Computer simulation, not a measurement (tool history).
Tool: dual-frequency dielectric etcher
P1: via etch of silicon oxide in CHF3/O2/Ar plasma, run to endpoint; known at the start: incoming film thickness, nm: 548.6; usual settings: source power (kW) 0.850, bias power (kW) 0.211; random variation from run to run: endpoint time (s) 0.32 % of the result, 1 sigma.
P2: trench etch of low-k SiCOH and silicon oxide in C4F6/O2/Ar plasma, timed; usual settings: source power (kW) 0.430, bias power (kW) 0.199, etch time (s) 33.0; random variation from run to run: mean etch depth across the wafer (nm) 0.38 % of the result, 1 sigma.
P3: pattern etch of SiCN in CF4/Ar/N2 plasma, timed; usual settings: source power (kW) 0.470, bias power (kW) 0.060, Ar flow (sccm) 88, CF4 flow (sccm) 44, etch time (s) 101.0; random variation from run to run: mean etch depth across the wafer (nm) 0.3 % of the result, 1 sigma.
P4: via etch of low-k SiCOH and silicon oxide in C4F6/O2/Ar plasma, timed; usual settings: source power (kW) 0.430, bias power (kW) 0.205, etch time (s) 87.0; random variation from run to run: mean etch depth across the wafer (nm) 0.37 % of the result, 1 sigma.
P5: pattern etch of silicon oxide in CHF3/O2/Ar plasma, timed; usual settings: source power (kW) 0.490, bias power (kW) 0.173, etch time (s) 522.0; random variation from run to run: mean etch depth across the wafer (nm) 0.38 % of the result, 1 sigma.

run,hour,process that ran,source power (kW),bias power (kW),etch time (s),Ar flow (sccm),CF4 flow (sccm),hours since the last wet clean,hours since the last source power generator calibration,hours since the last bias power generator calibration,endpoint time (s),mean etch depth across the wafer (nm)
1,13.9,P1,0.850,0.211,,,,324.2,994.8,1293.7,237.64,
2,26.6,P4,0.430,0.121,87.0,,,336.9,1007.5,1306.4,,221.930
3,39.0,P5,0.300,0.173,522.0,,,349.3,1019.9,1318.8,,788.270
4,48.0,P3,0.320,0.060,101.0,88,44,358.3,1028.9,1327.8,,57.344
5,58.8,P1,0.850,0.211,,,,369.1,1039.7,1338.6,238.49,
6,68.4,P2,0.430,0.199,21.5,,,378.7,1049.3,1348.2,,68.407
7,77.3,P2,0.610,0.199,33.0,,,387.6,1058.2,1357.1,,120.710
8,92.6,P3,0.470,0.060,101.0,111,44,402.9,1073.5,1372.4,,76.190
9,106.4,P2,0.430,0.199,33.0,,,416.7,1087.3,1386.2,,105.870
10,115.2,P4,0.430,0.205,48.0,,,425.5,1096.1,1395.0,,142.990
11,128.5,P1,0.850,0.298,,,,438.8,1109.4,1408.3,211.23,
12,141.8,P1,0.850,0.211,,,,452.1,1122.7,1421.6,239.13,
13,156.5,P5,0.490,0.173,522.0,,,466.8,1137.4,1436.3,,953.670
14,170.7,P3,0.470,0.060,101.0,88,44,481.0,1151.6,1450.5,,79.801
15,179.6,P1,1.040,0.211,,,,489.9,1160.5,1459.4,220.49,
16,194.1,P1,0.850,0.211,,,,504.4,1175.0,1473.9,237.81,
17,209.8,P2,0.430,0.133,33.0,,,520.1,1190.7,1489.6,,92.934
18,226.2,P4,0.430,0.205,87.0,,,536.5,1207.1,1506.0,,260.010
19,244.3,P1,0.580,0.211,,,,554.6,1225.2,1524.1,275.22,
20,260.7,P1,0.850,0.211,,,,571.0,1241.6,1540.5,238.96,
21,271.9,P3,0.470,0.078,101.0,88,44,582.2,1252.8,1551.7,,88.030
22,290.1,P5,0.490,0.104,522.0,,,600.4,1271.0,1569.9,,803.260
23,305.7,P1,0.590,0.296,,,,616.0,1286.6,1585.5,244.04,
24,321.7,P4,0.580,0.205,87.0,,,632.0,1302.6,1601.5,,290.300
# hour 321.8: wet clean of the chamber
25,332.5,P3,0.470,0.060,101.0,88,53,10.8,1313.4,1612.3,,81.879
26,347.1,P1,0.670,0.252,,,,25.4,1328.0,1626.9,245.48,

Forecast run 27:
27,356.7,P3,0.470,0.060,57.0,88,44,35.0,1337.6,1636.5,,?

mean etch depth across the wafer (nm): 44.943
